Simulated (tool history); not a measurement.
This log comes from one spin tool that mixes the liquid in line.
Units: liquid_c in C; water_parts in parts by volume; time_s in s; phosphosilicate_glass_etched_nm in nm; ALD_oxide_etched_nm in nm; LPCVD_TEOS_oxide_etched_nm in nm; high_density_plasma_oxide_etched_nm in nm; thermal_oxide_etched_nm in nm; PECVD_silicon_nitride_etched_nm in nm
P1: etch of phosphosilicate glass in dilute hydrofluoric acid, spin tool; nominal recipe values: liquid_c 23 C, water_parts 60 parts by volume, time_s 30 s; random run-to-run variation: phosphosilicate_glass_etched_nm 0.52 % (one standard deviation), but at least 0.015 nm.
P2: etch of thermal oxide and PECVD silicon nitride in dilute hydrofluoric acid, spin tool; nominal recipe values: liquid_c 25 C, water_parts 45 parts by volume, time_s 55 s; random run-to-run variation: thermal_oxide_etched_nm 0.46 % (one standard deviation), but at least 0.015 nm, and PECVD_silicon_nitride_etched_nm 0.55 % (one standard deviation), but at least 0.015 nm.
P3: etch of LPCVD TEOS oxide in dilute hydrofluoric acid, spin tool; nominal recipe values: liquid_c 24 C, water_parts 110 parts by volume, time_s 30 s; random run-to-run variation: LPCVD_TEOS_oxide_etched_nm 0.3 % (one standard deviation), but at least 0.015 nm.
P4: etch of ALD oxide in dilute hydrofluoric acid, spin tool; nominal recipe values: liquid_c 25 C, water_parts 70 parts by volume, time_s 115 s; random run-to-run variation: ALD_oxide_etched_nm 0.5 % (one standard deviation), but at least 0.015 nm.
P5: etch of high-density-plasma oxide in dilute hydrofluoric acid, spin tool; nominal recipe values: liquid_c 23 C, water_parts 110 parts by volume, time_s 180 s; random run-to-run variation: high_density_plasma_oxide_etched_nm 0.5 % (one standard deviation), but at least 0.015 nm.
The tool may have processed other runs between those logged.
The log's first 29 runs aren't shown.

run,day,process,liquid_c,water_parts,time_s,phosphosilicate_glass_etched_nm,ALD_oxide_etched_nm,LPCVD_TEOS_oxide_etched_nm,high_density_plasma_oxide_etched_nm,thermal_oxide_etched_nm,PECVD_silicon_nitride_etched_nm
30,5.258,P3,24,110,30,,,8.5718,,,
31,5.404,P1,23,60,55,148.880,,,,,
32,5.521,P1,23,20,30,255.370,,,,,
33,5.708,P2,31,45,55,,,,,8.0635,8.2990
34,5.908,P1,23,60,30,81.380,,,,,
35,6.083,P1,23,60,30,80.762,,,,,
36,6.254,P1,23,60,30,79.477,,,,,
37,6.417,P1,23,60,30,79.248,,,,,
38,6.546,P1,23,60,30,78.349,,,,,

What does the tool deliver on the next run?
39,6.729,P1,23,60,30,?,,,,,

phosphosilicate_glass_etched_nm: 77.892 nm
